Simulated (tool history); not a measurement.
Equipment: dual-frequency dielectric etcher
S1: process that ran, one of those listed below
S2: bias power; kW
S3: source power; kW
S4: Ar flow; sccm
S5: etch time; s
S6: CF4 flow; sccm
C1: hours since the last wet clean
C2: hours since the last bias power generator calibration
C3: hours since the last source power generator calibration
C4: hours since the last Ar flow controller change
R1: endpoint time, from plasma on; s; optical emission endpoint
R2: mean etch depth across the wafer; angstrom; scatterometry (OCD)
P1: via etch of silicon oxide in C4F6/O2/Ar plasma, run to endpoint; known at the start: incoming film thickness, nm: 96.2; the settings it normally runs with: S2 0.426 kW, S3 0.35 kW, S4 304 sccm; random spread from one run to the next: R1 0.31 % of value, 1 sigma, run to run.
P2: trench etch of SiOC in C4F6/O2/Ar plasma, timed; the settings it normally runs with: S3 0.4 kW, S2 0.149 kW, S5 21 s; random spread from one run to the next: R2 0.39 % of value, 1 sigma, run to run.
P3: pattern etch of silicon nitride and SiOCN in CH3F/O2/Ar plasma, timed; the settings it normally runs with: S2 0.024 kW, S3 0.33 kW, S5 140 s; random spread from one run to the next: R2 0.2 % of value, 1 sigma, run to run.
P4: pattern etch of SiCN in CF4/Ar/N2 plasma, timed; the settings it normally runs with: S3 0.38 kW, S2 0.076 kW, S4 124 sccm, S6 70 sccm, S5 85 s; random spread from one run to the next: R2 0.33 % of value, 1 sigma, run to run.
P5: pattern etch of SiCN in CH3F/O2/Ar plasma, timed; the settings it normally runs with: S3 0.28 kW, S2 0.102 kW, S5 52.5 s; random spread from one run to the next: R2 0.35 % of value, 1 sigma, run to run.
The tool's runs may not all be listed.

run	hour	S1	S2	S3	S4	S5	S6	C1	C2	C3	C4	R1	R2
1	6.8	P1	0.426	0.35	304			134.9	695.1	1603.7	2951.3	22.868	
2	10.8	P1	0.426	0.42	304			138.9	699.1	1607.7	2955.3	21.352	
3	17.1	P2	0.149	0.4		15		145.2	705.4	1614	2961.6		305.07
4	23.1	P4	0.076	0.52	124	85	70	151.2	711.4	1620	2967.6		808.04
5	29.2	P3	0.024	0.33		140		157.3	717.5	1626.1	2973.7		181.2
6	34.1	P1	0.426	0.35	304			162.2	722.4	1631	2978.6	22.99	
7	39.2	P5	0.102	0.39		52.5		167.3	727.5	1636.1	2983.7		224.18
8	44.1	P5	0.102	0.28		52.5		172.2	732.4	1641	2988.6		196.72
9	48.4	P4	0.076	0.38	86	85	70	176.5	736.7	1645.3	2992.9		651.33
10	53.7	P4	0.076	0.38	124	85	90	181.8	742	1650.6	2998.2		640.99
11	59	P4	0.076	0.38	124	108	70	187.1	747.3	1655.9	3003.5		778.24
12	65.1	P2	0.095	0.4		21		193.2	753.4	1662	3009.6		372.27
13	70.9	P5	0.102	0.28		73		199	759.2	1667.8	3015.4		273.71
14	76.8	P1	0.426	0.35	304			204.9	765.1	1673.7	3021.3	22.977	
15	80.4	P4	0.06	0.38	124	85	70	208.5	768.7	1677.3	3024.9		566.9
16	83.9	P5	0.102	0.28		52.5		212	772.2	1680.8	3028.4		197.89
17	90.7	P3	0.024	0.45		140		218.8	779	1687.6	3035.2		201.57
18	97.6	P1	0.426	0.35	223			225.7	785.9	1694.5	3042.1	22.16	
19	103	P2	0.149	0.4		21		231.1	791.3	1699.9	3047.5		428.78
# hour 106.4: Ar flow controller replaced
20	107.7	P1	0.426	0.28	304			235.8	796	1704.6	1.4	24.813	
21	111.2	P1	0.426	0.28	389			239.3	799.5	1708.1	4.9	25.619	
# hour 114.9: source power generator calibrated
22	115.1	P3	0.024	0.33		83		243.2	803.4	0.2	8.8		107.32
23	120.7	P3	0.024	0.33		140		248.8	809	5.8	14.4		180.26
24	126.2	P1	0.531	0.35	304			254.3	814.5	11.3	19.9	21.129	
25	133	P3	0.014	0.33		140		261.1	821.3	18.1	26.7		143.84
26	138.7	P4	0.076	0.38	124	85	70	266.8	827	23.8	32.4		617.46
27	145.7	P2	0.149	0.47		21		273.8	834	30.8	39.4		452.85
28	148.8	P1	0.426	0.35	391			276.9	837.1	33.9	42.5	23.48	
29	155	P1	0.279	0.35	304			283.1	843.3	40.1	48.7	26.516	
30	161.3	P5	0.07	0.28		52.5		289.4	849.6	46.4	55		171.41
31	164.8	P1	0.262	0.21	304			292.9	853.1	49.9	58.5	33.125	
32	169	P1	0.426	0.35	304			297.1	857.3	54.1	62.7	22.992	
33	175	P2	0.149	0.4		21		303.1	863.3	60.1	68.7		424.4
34	178.2	P1	0.426	0.35	304			306.3	866.5	63.3	71.9	23.057	
35	184.6	P1	0.426	0.35	304			312.7	872.9	69.7	78.3	23.042	
36	190.3	P1	0.426	0.35	304			318.4	878.6	75.4	84	23.121	
37	195	P1	0.426	0.35	304			323.1	883.3	80.1	88.7	23.188	
38	202	P1	0.426	0.35	304			330.1	890.3	87.1	95.7	23.239	
39	207.6	P1	0.426	0.35	304			335.7	895.9	92.7	101.3	23.194	
40	211.1	P1	0.426	0.35	304			339.2	899.4	96.2	104.8	23.318	
# hour 211.7: wet clean of the chamber
# hour 216.3: Ar flow controller replaced
41	216.8	P1	0.426	0.35	304			5.1	905.1	101.9	0.6	23.384	
42	223.4	P1	0.426	0.35	304			11.7	911.7	108.5	7.2	23.275	
43	227.6	P1	0.426	0.35	304			15.9	915.9	112.7	11.4	23.271	
44	232.4	P1	0.426	0.35	304			20.7	920.7	117.5	16.2	23.274	

The output of P1 has drifted from where it used to be. Each of the 2 causes below, taken at the size shown beside it, accounts for the log equally well:
A: bias power that arrives under what is set, % = 4.11
B: source power that arrives under what is set, % = 4.07
Onset of the creep was near hour 184.6.
Why every other cause is out:
chamber walls in a state that lowers the etch rate, %: its service at hour 211.7 followed the start of the drift and did not put the process back to its old value
Ar flow that arrives over what is set, %: its service at hour 216.3 followed the start of the drift and did not put the process back to its old value

4 check runs are offered, each on 2 wafers whose results are averaged, their results left as question marks. Which one tells the causes apart?
check 1	237.2	P3	0.015	0.33		94.5							?
check 2	237.2	P5	0.102	0.39		65							?
check 3	237.2	P4	0.076	0.51	124	85	70						?
check 4	237.2	P2	0.149	0.46		17							?

What every check run would give for each of its results, assuming each possible cause in turn:
check	result	if A	if B
check 1	R2	97.944	98.179
check 2	R2	271.32	271.47
check 3	R2	785.11	768.57
check 4	R2	360.05	358.65
Distance between the nearest two causes, measured in the result of the check that separates them most: check 1 0.24 %; check 2 0.06 %; check 3 2.13 %; check 4 0.39 %
Check 3 is the one run that separates the causes; every other check would come out nearly the same whichever cause is at work.

Check 3 was then run and gave: R2 766.84 angstrom. Which cause is it?

It is B: source power that arrives under what is set, %.

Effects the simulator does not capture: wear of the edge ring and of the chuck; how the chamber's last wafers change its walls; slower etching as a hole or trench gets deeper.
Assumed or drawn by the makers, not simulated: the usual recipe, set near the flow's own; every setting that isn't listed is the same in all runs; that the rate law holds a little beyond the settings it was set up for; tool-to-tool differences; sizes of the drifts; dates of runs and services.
